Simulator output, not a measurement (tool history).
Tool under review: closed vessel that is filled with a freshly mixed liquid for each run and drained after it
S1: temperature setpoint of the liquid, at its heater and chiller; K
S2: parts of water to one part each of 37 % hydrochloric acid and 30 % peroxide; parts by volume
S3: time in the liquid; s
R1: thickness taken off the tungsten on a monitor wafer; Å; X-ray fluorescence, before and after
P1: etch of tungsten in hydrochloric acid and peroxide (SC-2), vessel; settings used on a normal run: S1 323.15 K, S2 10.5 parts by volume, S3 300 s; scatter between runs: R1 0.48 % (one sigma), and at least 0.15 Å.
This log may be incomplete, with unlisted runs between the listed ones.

run 1 hour=7.6 | S1=323.15 S2=10.5 S3=300 | R1=467.96
run 2 hour=18.3 | S1=330.65 S2=10.5 S3=125 | R1=319.78
run 3 hour=27.8 | S1=337.65 S2=10.5 S3=300 | R1=1174.90
run 4 hour=35.8 | S1=323.15 S2=10.5 S3=300 | R1=467.33
run 5 hour=45.8 | S1=323.15 S2=4.0 S3=300 | R1=971.86
run 6 hour=53.8 | S1=323.15 S2=10.5 S3=300 | R1=470.01
run 7 hour=60.2 | S1=323.15 S2=18.5 S3=300 | R1=284.72
run 8 hour=67.0 | S1=323.15 S2=10.5 S3=550 | R1=858.42
-- hour=68.5 chemicals flow meter replaced
run 9 hour=75.5 | S1=323.15 S2=10.5 S3=300 | R1=464.79
run 10 hour=86.7 | S1=323.15 S2=10.5 S3=70 | R1=109.20
run 11 hour=92.5 | S1=323.15 S2=10.5 S3=300 | R1=469.02
run 12 hour=100.9 | S1=331.65 S2=17.5 S3=300 | R1=520.01
run 13 hour=113.2 | S1=311.65 S2=10.5 S3=300 | R1=211.18
run 14 hour=123.1 | S1=323.15 S2=10.5 S3=300 | R1=467.58
run 15 hour=128.8 | S1=323.15 S2=10.5 S3=300 | R1=463.28
run 16 hour=141.1 | S1=323.15 S2=10.5 S3=300 | R1=490.10
run 17 hour=151.2 | S1=323.15 S2=10.5 S3=300 | R1=498.58
run 18 hour=156.8 | S1=323.15 S2=10.5 S3=300 | R1=498.34
run 19 hour=164.8 | S1=323.15 S2=10.5 S3=300 | R1=499.43
run 20 hour=175.0 | S1=323.15 S2=10.5 S3=300 | R1=506.11
run 21 hour=185.9 | S1=323.15 S2=10.5 S3=300 | R1=503.28

The output of P1 has drifted from where it used to be. Each of the 2 causes below, taken at the size shown beside it, accounts for the log equally well:
A: chemicals flow above the setpoint (%) = 9.91
B: liquid hotter than its thermometer reads (K) = 1.19
The onset of the drift is placed at about hour 128.8.
Other possible causes, and why each is ruled out:
peroxide weaker than its label (%): capped at 8; at that size R1 would change by -7.4 %, too little to explain the creep or opposite to it

Below are 4 check runs, each averaged over 3 wafers, with their results shown as question marks. Which of them would give clearly different results depending on which cause is behind the drift?
run check 1 hour=196.8 | S1=314.15 S2=10.5 S3=300 | R1=?
run check 2 hour=196.8 | S1=323.15 S2=16.5 S3=525 | R1=?
run check 3 hour=196.8 | S1=316.15 S2=4.0 S3=300 | R1=?
run check 4 hour=196.8 | S1=323.15 S2=16.0 S3=125 | R1=?

Expected result of each check under each candidate cause:
check=check_1 result=R1 if_A=272.25 if_B=273.58
check=check_2 result=R1 if_A=599.83 if_B=596.96
check=check_3 result=R1 if_A=641.74 if_B=655.05
check=check_4 result=R1 if_A=146.74 if_B=146.08
Smallest distance between any two causes, each pair judged by its most separating result, in per cent: check 1 0.49 %; check 2 0.48 %; check 3 2.05 %; check 4 0.45 %
Check 3 distinguishes between the causes, while the remaining checks would return nearly the same result for all of them.

Here is what check 3 returned: R1 655.29 Å. Which cause is it?

B is the cause: liquid hotter than its thermometer reads (K).

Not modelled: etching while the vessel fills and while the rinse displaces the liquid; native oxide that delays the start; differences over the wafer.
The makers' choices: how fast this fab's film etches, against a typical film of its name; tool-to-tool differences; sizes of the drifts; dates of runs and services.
